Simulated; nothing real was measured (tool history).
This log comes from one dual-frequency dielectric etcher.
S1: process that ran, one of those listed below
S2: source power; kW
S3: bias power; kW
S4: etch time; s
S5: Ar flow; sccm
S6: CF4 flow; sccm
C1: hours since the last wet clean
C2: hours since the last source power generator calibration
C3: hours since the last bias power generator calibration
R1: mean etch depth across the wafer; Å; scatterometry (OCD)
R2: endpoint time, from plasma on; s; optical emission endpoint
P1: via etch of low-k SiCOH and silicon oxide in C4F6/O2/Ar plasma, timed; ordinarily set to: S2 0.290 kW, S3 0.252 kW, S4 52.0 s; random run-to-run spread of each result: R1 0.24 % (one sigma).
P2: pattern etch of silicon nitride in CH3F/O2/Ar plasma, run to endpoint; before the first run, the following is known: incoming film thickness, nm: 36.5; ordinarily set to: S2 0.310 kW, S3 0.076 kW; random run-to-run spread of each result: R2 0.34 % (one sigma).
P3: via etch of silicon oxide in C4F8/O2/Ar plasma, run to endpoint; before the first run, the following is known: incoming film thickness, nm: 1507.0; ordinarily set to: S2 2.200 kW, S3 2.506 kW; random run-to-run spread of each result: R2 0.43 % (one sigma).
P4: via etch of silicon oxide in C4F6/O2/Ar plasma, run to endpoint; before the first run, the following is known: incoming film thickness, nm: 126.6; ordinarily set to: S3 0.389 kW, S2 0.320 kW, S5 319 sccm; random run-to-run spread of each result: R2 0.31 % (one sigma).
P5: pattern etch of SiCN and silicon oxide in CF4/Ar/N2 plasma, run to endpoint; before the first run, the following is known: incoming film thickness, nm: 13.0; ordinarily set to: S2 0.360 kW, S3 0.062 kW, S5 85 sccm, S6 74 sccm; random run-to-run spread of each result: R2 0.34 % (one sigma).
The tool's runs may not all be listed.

run     day  S1     S2     S3    S4   S5   S6     C1      C2      C3       R1       R2
  1   0.525  P1  0.290  0.252  52.0            178.4  1360.1   738.7  1341.50
  2   1.100  P1  0.290  0.161  52.0            192.2  1373.9   752.5  1154.80
  3   1.675  P2  0.310  0.076                  206.0  1387.7   766.3            56.148
  4   1.971  P2  0.430  0.076                  213.1  1394.8   773.4            49.842
      2.158  -- wet clean of the chamber
  5   2.271  P5  0.360  0.062         85  100    2.7  1402.0   780.6            17.531
  6   2.679  P1  0.290  0.252  52.0             12.5  1411.8   790.4  1339.40
  7   3.258  P5  0.360  0.062         62   74   26.4  1425.7   804.3            17.372
  8   3.646  P2  0.310  0.076                   35.7  1435.0   813.6            55.939
  9   3.925  P1  0.290  0.330  52.0             42.4  1441.7   820.3  1481.10
 10   4.488  P4  0.320  0.462        319        55.9  1455.2   833.8            31.850
 11   5.062  P1  0.290  0.252  52.0             69.7  1469.0   847.6  1343.80
 12   5.504  P3  2.200  2.506                   80.3  1479.6   858.2           264.910
 13   6.012  P5  0.360  0.062         85   74   92.5  1491.8   870.4            18.339
 14   6.558  P1  0.290  0.252  52.0            105.6  1504.9   883.5  1347.60
 15   6.888  P4  0.410  0.389        319       113.5  1512.8   891.4            30.998
 16   7.183  P2  0.310  0.095                  120.6  1519.9   898.5            51.910
 17   7.633  P5  0.490  0.062         85   74  131.4  1530.7   909.3            13.858
 18   7.967  P1  0.200  0.342  52.0            139.4  1538.7   917.3  1304.20
 19   8.275  P1  0.290  0.252  63.5            146.8  1546.1   924.7  1637.10
 20   8.817  P5  0.360  0.042         85   74  159.8  1559.1   937.7            20.654
 21   9.146  P1  0.230  0.252  52.0            167.7  1567.0   945.6  1225.10
 22   9.408  P3  2.200  1.623                  174.0  1573.3   951.9           297.520
 23   9.750  P4  0.320  0.389        319       182.2  1581.5   960.1            34.079
 24  10.200  P3  2.200  2.506                  193.0  1592.3   970.9           261.980
 25  10.533  P3  1.540  2.506                  201.0  1600.3   978.9           302.280
 26  10.829  P1  0.230  0.252  63.0            208.1  1607.4   986.0  1489.10
 27  11.121  P1  0.290  0.252  52.0            215.1  1614.4   993.0  1342.30
 28  11.525  P5  0.360  0.062         85   74  224.8  1624.1  1002.7            18.121
 29  11.788  P1  0.290  0.252  52.0            231.1  1630.4  1009.0  1341.50
 30  12.350  P1  0.290  0.252  34.0            244.6  1643.9  1022.5   880.98
 31  12.662  P4  0.320  0.389        407       252.1  1651.4  1030.0            35.095

Run 32 has not been measured yet. What should we expect?
 32  13.067  P1  0.410  0.252  52.0          261.8  1661.1  1039.7   ?

R1: 1534.30 Å

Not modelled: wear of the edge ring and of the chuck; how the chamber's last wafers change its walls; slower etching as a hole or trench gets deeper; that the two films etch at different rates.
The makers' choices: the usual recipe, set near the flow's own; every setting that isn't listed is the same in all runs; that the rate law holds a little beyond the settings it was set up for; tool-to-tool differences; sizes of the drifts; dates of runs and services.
